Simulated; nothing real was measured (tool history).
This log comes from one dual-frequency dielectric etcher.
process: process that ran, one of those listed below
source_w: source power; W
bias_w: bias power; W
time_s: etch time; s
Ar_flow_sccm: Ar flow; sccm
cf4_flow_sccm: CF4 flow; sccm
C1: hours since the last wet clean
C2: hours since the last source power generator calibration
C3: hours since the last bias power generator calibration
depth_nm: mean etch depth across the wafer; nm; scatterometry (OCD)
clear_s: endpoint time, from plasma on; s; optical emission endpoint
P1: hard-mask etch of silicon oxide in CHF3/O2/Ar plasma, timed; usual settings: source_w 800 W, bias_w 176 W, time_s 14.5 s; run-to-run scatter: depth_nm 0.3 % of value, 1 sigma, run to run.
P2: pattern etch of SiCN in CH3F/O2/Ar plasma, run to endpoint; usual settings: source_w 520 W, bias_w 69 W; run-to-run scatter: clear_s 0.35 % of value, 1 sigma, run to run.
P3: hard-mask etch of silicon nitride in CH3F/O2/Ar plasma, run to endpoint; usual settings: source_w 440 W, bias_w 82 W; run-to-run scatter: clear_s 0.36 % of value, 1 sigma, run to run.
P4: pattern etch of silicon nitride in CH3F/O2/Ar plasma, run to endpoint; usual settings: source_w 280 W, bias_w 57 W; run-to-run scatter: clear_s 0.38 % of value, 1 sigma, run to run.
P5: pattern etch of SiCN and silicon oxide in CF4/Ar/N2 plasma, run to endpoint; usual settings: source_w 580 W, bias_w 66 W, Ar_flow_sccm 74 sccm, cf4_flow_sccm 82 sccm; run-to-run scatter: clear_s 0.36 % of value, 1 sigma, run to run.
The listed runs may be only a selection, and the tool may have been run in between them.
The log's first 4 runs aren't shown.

Run 5, hour 47.7: process P3, source_w 330 W, bias_w 82 W; C1 370.3; C2 1316.7; C3 2385.9. Result: clear_s 80.0370 s.
Run 6, hour 57.5: process P1, source_w 800 W, bias_w 176 W, time_s 14.5 s; C1 380.1; C2 1326.5; C3 2395.7. Result: depth_nm 32.193 nm.
Run 7, hour 67.4: process P1, source_w 800 W, bias_w 176 W, time_s 14.5 s; C1 390.0; C2 1336.4; C3 2405.6. Result: depth_nm 32.307 nm.
Run 8, hour 78.5: process P5, source_w 580 W, bias_w 66 W, Ar_flow_sccm 74 sccm, cf4_flow_sccm 82 sccm; C1 401.1; C2 1347.5; C3 2416.7. Result: clear_s 10.0620 s.
Run 9, hour 85.2: process P3, source_w 440 W, bias_w 57 W; C1 407.8; C2 1354.2; C3 2423.4. Result: clear_s 80.8680 s.
Run 10, hour 95.1: process P1, source_w 650 W, bias_w 176 W, time_s 14.5 s; C1 417.7; C2 1364.1; C3 2433.3. Result: depth_nm 29.905 nm.
At hour 99.8: bias power generator calibrated.
Run 11, hour 102.1: process P5, source_w 580 W, bias_w 66 W, Ar_flow_sccm 74 sccm, cf4_flow_sccm 82 sccm; C1 424.7; C2 1371.1; C3 2.3. Result: clear_s 9.9588 s.
Run 12, hour 110.7: process P2, source_w 520 W, bias_w 69 W; C1 433.3; C2 1379.7; C3 10.9. Result: clear_s 25.2560 s.
Run 13, hour 123.4: process P2, source_w 350 W, bias_w 69 W; C1 446.0; C2 1392.4; C3 23.6. Result: clear_s 29.4700 s.
Run 14, hour 132.4: process P1, source_w 800 W, bias_w 176 W, time_s 8.5 s; C1 455.0; C2 1401.4; C3 32.6. Result: depth_nm 18.859 nm.
Run 15, hour 141.8: process P3, source_w 440 W, bias_w 82 W; C1 464.4; C2 1410.8; C3 42.0. Result: clear_s 71.7390 s.
Run 16, hour 152.4: process P1, source_w 800 W, bias_w 176 W, time_s 14.5 s; C1 475.0; C2 1421.4; C3 52.6. Result: depth_nm 32.406 nm.
Run 17, hour 160.8: process P5, source_w 580 W, bias_w 66 W, Ar_flow_sccm 74 sccm, cf4_flow_sccm 67 sccm; C1 483.4; C2 1429.8; C3 61.0. Result: clear_s 10.3650 s.
Run 18, hour 170.1: process P1, source_w 1000 W, bias_w 224 W, time_s 14.5 s; C1 492.7; C2 1439.1; C3 70.3. Result: depth_nm 38.116 nm.
Run 19, hour 177.0: process P1, source_w 800 W, bias_w 176 W, time_s 19.5 s; C1 499.6; C2 1446.0; C3 77.2. Result: depth_nm 43.585 nm.
Run 20, hour 186.6: process P5, source_w 440 W, bias_w 66 W, Ar_flow_sccm 74 sccm, cf4_flow_sccm 82 sccm; C1 509.2; C2 1455.6; C3 86.8. Result: clear_s 12.7490 s.
Run 21, hour 198.2: process P1, source_w 600 W, bias_w 206 W, time_s 14.5 s; C1 520.8; C2 1467.2; C3 98.4. Result: depth_nm 30.594 nm.
Run 22, hour 208.6: process P1, source_w 1000 W, bias_w 176 W, time_s 14.5 s; C1 531.2; C2 1477.6; C3 108.8. Result: depth_nm 35.225 nm.
Run 23, hour 219.5: process P4, source_w 280 W, bias_w 34 W; C1 542.1; C2 1488.5; C3 119.7. Result: clear_s 81.7210 s.
Run 24, hour 225.8: process P1, source_w 800 W, bias_w 125 W, time_s 14.5 s; C1 548.4; C2 1494.8; C3 126.0. Result: depth_nm 29.008 nm.
Run 25, hour 233.5: process P5, source_w 580 W, bias_w 66 W, Ar_flow_sccm 104 sccm, cf4_flow_sccm 82 sccm; C1 556.1; C2 1502.5; C3 133.7. Result: clear_s 10.5120 s.
Run 26, hour 245.1: process P1, source_w 800 W, bias_w 231 W, time_s 14.5 s; C1 567.7; C2 1514.1; C3 145.3. Result: depth_nm 35.391 nm.
Run 27, hour 254.3: process P4, source_w 350 W, bias_w 57 W; C1 576.9; C2 1523.3; C3 154.5. Result: clear_s 64.0190 s.
Run 28, hour 266.3: process P2, source_w 520 W, bias_w 94 W; C1 588.9; C2 1535.3; C3 166.5. Result: clear_s 22.7440 s.
Run 29, hour 275.8: process P5, source_w 580 W, bias_w 84 W, Ar_flow_sccm 74 sccm, cf4_flow_sccm 82 sccm; C1 598.4; C2 1544.8; C3 176.0. Result: clear_s 9.3754 s.

Forecast run 30:
Run 30, hour 286.4: process P1, source_w 800 W, bias_w 176 W, time_s 14.5 s; C1 609.0; C2 1555.4; C3 186.6. Result: depth_nm ?.

{"run 30": {"depth_nm": 32.421}}
